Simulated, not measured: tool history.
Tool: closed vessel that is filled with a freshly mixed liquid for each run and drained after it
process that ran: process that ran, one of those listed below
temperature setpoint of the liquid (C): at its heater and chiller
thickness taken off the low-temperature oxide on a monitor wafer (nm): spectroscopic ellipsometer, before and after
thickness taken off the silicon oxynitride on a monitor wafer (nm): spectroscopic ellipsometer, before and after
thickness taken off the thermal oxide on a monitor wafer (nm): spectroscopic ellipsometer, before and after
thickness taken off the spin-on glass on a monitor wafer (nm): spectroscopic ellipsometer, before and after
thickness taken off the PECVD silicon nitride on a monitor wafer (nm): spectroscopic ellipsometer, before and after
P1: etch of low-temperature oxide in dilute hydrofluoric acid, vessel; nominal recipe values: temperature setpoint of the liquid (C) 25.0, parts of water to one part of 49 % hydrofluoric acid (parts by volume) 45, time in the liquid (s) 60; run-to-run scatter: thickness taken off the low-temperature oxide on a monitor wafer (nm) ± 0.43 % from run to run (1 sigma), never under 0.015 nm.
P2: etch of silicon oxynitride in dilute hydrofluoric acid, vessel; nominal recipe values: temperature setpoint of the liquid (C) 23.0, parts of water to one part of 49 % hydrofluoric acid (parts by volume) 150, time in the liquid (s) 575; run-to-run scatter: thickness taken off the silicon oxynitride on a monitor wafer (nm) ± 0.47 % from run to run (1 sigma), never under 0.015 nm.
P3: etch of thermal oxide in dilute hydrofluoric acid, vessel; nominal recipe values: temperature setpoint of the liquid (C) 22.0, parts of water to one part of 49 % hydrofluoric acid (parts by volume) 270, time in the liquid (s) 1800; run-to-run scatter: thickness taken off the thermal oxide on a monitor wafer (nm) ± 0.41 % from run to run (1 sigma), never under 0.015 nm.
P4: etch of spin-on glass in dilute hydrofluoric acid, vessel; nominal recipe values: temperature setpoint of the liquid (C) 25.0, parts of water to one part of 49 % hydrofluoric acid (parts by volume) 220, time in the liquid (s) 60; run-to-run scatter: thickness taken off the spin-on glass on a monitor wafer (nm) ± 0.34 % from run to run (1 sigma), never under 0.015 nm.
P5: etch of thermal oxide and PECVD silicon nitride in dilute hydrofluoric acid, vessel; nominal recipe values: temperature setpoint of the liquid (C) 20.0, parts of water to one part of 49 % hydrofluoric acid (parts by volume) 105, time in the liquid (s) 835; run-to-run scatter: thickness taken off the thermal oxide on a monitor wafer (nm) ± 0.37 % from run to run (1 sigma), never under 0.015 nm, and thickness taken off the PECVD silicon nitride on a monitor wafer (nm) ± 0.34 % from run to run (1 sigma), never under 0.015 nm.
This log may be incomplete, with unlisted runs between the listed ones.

run	hour	process that ran	temperature setpoint of the liquid (C)	parts of water to one part of 49 % hydrofluoric acid (parts by volume)	time in the liquid (s)	thickness taken off the low-temperature oxide on a monitor wafer (nm)	thickness taken off the silicon oxynitride on a monitor wafer (nm)	thickness taken off the thermal oxide on a monitor wafer (nm)	thickness taken off the spin-on glass on a monitor wafer (nm)	thickness taken off the PECVD silicon nitride on a monitor wafer (nm)
1	9.7	P1	25.0	45	60	52.260				
2	20.8	P2	23.0	150	575		5.2356			
3	26.3	P3	22.0	60	1800			133.0700		
4	33.9	P4	25.0	220	60				9.4120	
5	44.1	P3	22.0	270	1800			23.5380		
6	56.4	P1	25.0	45	30	26.199				
7	68.8	P5	20.0	105	1615			60.9440		56.754
8	75.7	P4	25.0	220	30				4.7149	
# hour 85.5: thermometer replaced
9	85.7	P1	20.0	45	60	42.480				
10	91.9	P3	22.0	270	1800			23.4150		
11	98.8	P1	25.0	45	100	87.522				
12	106.1	P1	31.0	45	85	94.768				
13	114.6	P1	25.0	45	60	52.387				
14	126.8	P2	23.0	150	965		8.6968			
15	137.1	P2	17.0	150	575		3.9463			
16	143.2	P1	25.0	45	60	52.830				
17	152.5	P3	22.0	270	390			5.0884		
18	158.6	P5	17.0	105	835			27.6150		24.062
19	169.1	P2	23.0	150	575		5.2245			
20	176.6	P1	25.0	45	60	52.548				
21	187.7	P1	25.0	20	60	122.990				
22	194.5	P4	25.0	40	60				64.3360	
23	200.3	P4	30.5	220	60				11.4600	
24	211.5	P2	23.0	35	575		24.7050			
25	220.3	P1	25.0	70	60	32.739				
26	232.5	P1	31.5	45	60	67.759				
27	243.3	P5	20.0	105	835			31.3510		29.336
28	255.2	P3	17.0	270	1800			19.5910		
29	266.3	P1	25.0	45	60	52.754				
30	272.3	P5	20.0	60	835			57.8860		50.694
31	281.7	P1	25.0	45	60	52.618				
32	288.2	P1	25.0	45	60	51.715				
33	294.9	P1	25.0	45	60	50.929				
34	305.9	P1	25.0	45	60	49.979				
35	313.0	P1	25.0	45	60	49.657				
36	323.6	P1	25.0	45	60	49.411				
37	334.5	P1	25.0	45	60	49.111				
38	345.3	P1	25.0	45	60	49.059				
39	356.2	P1	25.0	45	60	48.945				
40	365.7	P1	25.0	45	60	48.576				
41	375.2	P1	25.0	45	60	48.949				
42	387.2	P1	25.0	45	60	48.296				

The log shows P1 creeping away from where it was. Any of the 2 causes listed here, at the size stated for it, fits the log just as well as the others:
A: liquid colder than its thermometer reads (K) = 1.83
B: hydrofluoric acid flow below the setpoint (%) = 6.84
The process output started creeping at around hour 281.7.

Of the 4 check runs listed below, each run on one wafer and each result written as a question mark, which would let you distinguish the listed causes because they would give clearly different results?
check 1	399.2	P5	20.0	105	1540			?		?
check 2	399.2	P3	22.0	85	410			?		
check 3	399.2	P4	25.0	55	60				?	
check 4	399.2	P2	23.0	100	575		?			

Check results expected under each cause:
check	result	if A	if B
check 1	thickness taken off the thermal oxide on a monitor wafer (nm)	53.6110	53.4070
check 1	thickness taken off the PECVD silicon nitride on a monitor wafer (nm)	47.840	50.603
check 2	thickness taken off the thermal oxide on a monitor wafer (nm)	19.2390	19.1790
check 3	thickness taken off the spin-on glass on a monitor wafer (nm)	42.6720	42.6140
check 4	thickness taken off the silicon oxynitride on a monitor wafer (nm)	7.4672	7.5513
How far apart the two closest causes lie, in the result that separates them most: check 1 5.61 %; check 2 0.31 %; check 3 0.14 %; check 4 1.12 %
Only check 1 tells the causes apart: in the others they would give nearly the same result.

Then check 1 was run and gave: thickness taken off the thermal oxide on a monitor wafer (nm) 53.3820; thickness taken off the PECVD silicon nitride on a monitor wafer (nm) 50.528. Which cause is it?

It was cause B: hydrofluoric acid flow below the setpoint (%).

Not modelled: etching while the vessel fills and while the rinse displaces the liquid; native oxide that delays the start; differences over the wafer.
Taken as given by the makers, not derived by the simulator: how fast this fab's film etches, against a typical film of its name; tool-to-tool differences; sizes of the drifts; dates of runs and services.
